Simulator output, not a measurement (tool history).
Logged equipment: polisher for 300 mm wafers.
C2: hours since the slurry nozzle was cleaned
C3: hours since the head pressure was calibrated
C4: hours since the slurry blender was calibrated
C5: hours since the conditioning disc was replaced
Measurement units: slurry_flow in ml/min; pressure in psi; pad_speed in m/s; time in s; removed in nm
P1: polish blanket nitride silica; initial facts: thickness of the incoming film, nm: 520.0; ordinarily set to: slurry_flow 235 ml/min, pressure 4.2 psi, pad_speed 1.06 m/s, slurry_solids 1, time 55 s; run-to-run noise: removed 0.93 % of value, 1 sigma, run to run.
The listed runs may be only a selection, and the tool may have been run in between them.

{"run": 1, "hour": 3.3, "slurry_flow": 235, "pressure": 4.2, "pad_speed": 1.06, "slurry_solids": 1, "time": 55, "wafers polished on this pad": 520, "C2": 74.4, "C3": 69.9, "C4": 271.4, "C5": 373, "removed": 37.927}
{"run": 2, "hour": 7.1, "slurry_flow": 235, "pressure": 4.2, "pad_speed": 1.68, "slurry_solids": 1, "time": 55, "wafers polished on this pad": 574, "C2": 78.2, "C3": 73.7, "C4": 275.2, "C5": 376.8, "removed": 54.541}
{"run": 3, "hour": 9.8, "slurry_flow": 235, "pressure": 4.2, "pad_speed": 1.06, "slurry_solids": 1, "time": 55, "wafers polished on this pad": 611, "C2": 80.9, "C3": 76.4, "C4": 277.9, "C5": 379.5, "removed": 37.378}
{"run": 4, "hour": 13.4, "slurry_flow": 235, "pressure": 4.2, "pad_speed": 1.06, "slurry_solids": 1, "time": 55, "wafers polished on this pad": 662, "C2": 84.5, "C3": 80, "C4": 281.5, "C5": 383.1, "removed": 37.518}
{"run": 5, "hour": 19.0, "slurry_flow": 235, "pressure": 4.2, "pad_speed": 1.06, "slurry_solids": 1, "time": 55, "wafers polished on this pad": 740, "C2": 90.1, "C3": 85.6, "C4": 287.1, "C5": 388.7, "removed": 37.564}
{"run": 6, "hour": 23.4, "slurry_flow": 235, "pressure": 4.2, "pad_speed": 1.06, "slurry_solids": 1, "time": 55, "wafers polished on this pad": 802, "C2": 94.5, "C3": 90, "C4": 291.5, "C5": 393.1, "removed": 37.117}
{"run": 7, "hour": 28.4, "slurry_flow": 345, "pressure": 4.2, "pad_speed": 1.06, "slurry_solids": 1, "time": 55, "wafers polished on this pad": 872, "C2": 99.5, "C3": 95, "C4": 296.5, "C5": 398.1, "removed": 38.559}
{"run": 8, "hour": 31.4, "slurry_flow": 235, "pressure": 2.5, "pad_speed": 0.66, "slurry_solids": 1, "time": 55, "wafers polished on this pad": 914, "C2": 102.5, "C3": 98, "C4": 299.5, "C5": 401.1, "removed": 15.211}
{"run": 9, "hour": 36.1, "slurry_flow": 235, "pressure": 4.2, "pad_speed": 1.06, "slurry_solids": 0.5, "time": 55, "wafers polished on this pad": 980, "C2": 107.2, "C3": 102.7, "C4": 304.2, "C5": 405.8, "removed": 25.426}
{"hour": 36.9, "done": "slurry nozzle cleaned"}
{"run": 10, "hour": 42.0, "slurry_flow": 235, "pressure": 5.9, "pad_speed": 1.06, "slurry_solids": 1, "time": 55, "wafers polished on this pad": 1062, "C2": 5.2, "C3": 108.6, "C4": 310.1, "C5": 411.7, "removed": 53.782}
{"run": 11, "hour": 45.9, "slurry_flow": 235, "pressure": 4.2, "pad_speed": 1.06, "slurry_solids": 1, "time": 55, "wafers polished on this pad": 1117, "C2": 9.1, "C3": 112.5, "C4": 314, "C5": 415.6, "removed": 37.212}
{"run": 12, "hour": 51.8, "slurry_flow": 235, "pressure": 4.2, "pad_speed": 1.06, "slurry_solids": 1, "time": 78, "wafers polished on this pad": 1200, "C2": 15, "C3": 118.4, "C4": 319.9, "C5": 421.5, "removed": 54.192}
{"run": 13, "hour": 54.6, "slurry_flow": 235, "pressure": 4.2, "pad_speed": 1.06, "slurry_solids": 1.35, "time": 55, "wafers polished on this pad": 1239, "C2": 17.8, "C3": 121.2, "C4": 322.7, "C5": 424.3, "removed": 42.812}
{"run": 14, "hour": 59.1, "slurry_flow": 235, "pressure": 5.6, "pad_speed": 1.06, "slurry_solids": 1.3, "time": 55, "wafers polished on this pad": 1302, "C2": 22.3, "C3": 125.7, "C4": 327.2, "C5": 428.8, "removed": 55.583}
{"run": 15, "hour": 61.9, "slurry_flow": 235, "pressure": 4.2, "pad_speed": 1.06, "slurry_solids": 1, "time": 40, "wafers polished on this pad": 1341, "C2": 25.1, "C3": 128.5, "C4": 330, "C5": 431.6, "removed": 27.546}
{"run": 16, "hour": 67.1, "slurry_flow": 235, "pressure": 4.2, "pad_speed": 0.7, "slurry_solids": 1, "time": 55, "wafers polished on this pad": 1414, "C2": 30.3, "C3": 133.7, "C4": 335.2, "C5": 436.8, "removed": 26.495}
{"run": 17, "hour": 71.0, "slurry_flow": 140, "pressure": 4.2, "pad_speed": 1.06, "slurry_solids": 1, "time": 55, "wafers polished on this pad": 1468, "C2": 34.2, "C3": 137.6, "C4": 339.1, "C5": 440.7, "removed": 35.257}
{"run": 18, "hour": 76.4, "slurry_flow": 235, "pressure": 1.9, "pad_speed": 1.06, "slurry_solids": 1, "time": 55, "wafers polished on this pad": 1544, "C2": 39.6, "C3": 143, "C4": 344.5, "C5": 446.1, "removed": 17.209}
{"run": 19, "hour": 81.8, "slurry_flow": 235, "pressure": 4.2, "pad_speed": 1.06, "slurry_solids": 1, "time": 55, "wafers polished on this pad": 1620, "C2": 45, "C3": 148.4, "C4": 349.9, "C5": 451.5, "removed": 38.064}
{"run": 20, "hour": 85.1, "slurry_flow": 235, "pressure": 4.2, "pad_speed": 1.06, "slurry_solids": 1, "time": 55, "wafers polished on this pad": 1666, "C2": 48.3, "C3": 151.7, "C4": 353.2, "C5": 454.8, "removed": 36.436}
{"run": 21, "hour": 88.2, "slurry_flow": 235, "pressure": 4.2, "pad_speed": 1.06, "slurry_solids": 1, "time": 55, "wafers polished on this pad": 1709, "C2": 51.4, "C3": 154.8, "C4": 356.3, "C5": 457.9, "removed": 35.16}
{"run": 22, "hour": 93.9, "slurry_flow": 235, "pressure": 4.2, "pad_speed": 1.06, "slurry_solids": 1, "time": 55, "wafers polished on this pad": 1789, "C2": 57.1, "C3": 160.5, "C4": 362, "C5": 463.6, "removed": 34.873}
{"hour": 96.2, "done": "slurry nozzle cleaned"}
{"run": 23, "hour": 99.1, "slurry_flow": 235, "pressure": 4.2, "pad_speed": 1.06, "slurry_solids": 1, "time": 55, "wafers polished on this pad": 1862, "C2": 3, "C3": 165.7, "C4": 367.2, "C5": 468.8, "removed": 34.845}
{"run": 24, "hour": 102.9, "slurry_flow": 235, "pressure": 4.2, "pad_speed": 1.06, "slurry_solids": 1, "time": 55, "wafers polished on this pad": 1915, "C2": 6.8, "C3": 169.5, "C4": 371, "C5": 472.6, "removed": 34.594}
{"hour": 104.9, "done": "worn pad replaced by a new one"}
{"run": 25, "hour": 107.2, "slurry_flow": 235, "pressure": 4.2, "pad_speed": 1.06, "slurry_solids": 1, "time": 55, "wafers polished on this pad": 32, "C2": 11.1, "C3": 173.8, "C4": 375.3, "C5": 476.9, "removed": 34.008}
{"hour": 107.7, "done": "conditioning disc replaced and pad reconditioned"}
{"run": 26, "hour": 112.3, "slurry_flow": 235, "pressure": 4.2, "pad_speed": 1.06, "slurry_solids": 1, "time": 55, "wafers polished on this pad": 104, "C2": 16.2, "C3": 178.9, "C4": 380.4, "C5": 4.6, "removed": 33.731}

What will run 27 give?
{"run": 27, "hour": 115.3, "slurry_flow": 235, "pressure": 4.2, "pad_speed": 1.06, "slurry_solids": 1, "time": 55, "wafers polished on this pad": 146, "C2": 19.2, "C3": 181.9, "C4": 383.4, "C5": 7.6, "removed": "?"}

Logged for run 27: removed 33.353 nm.
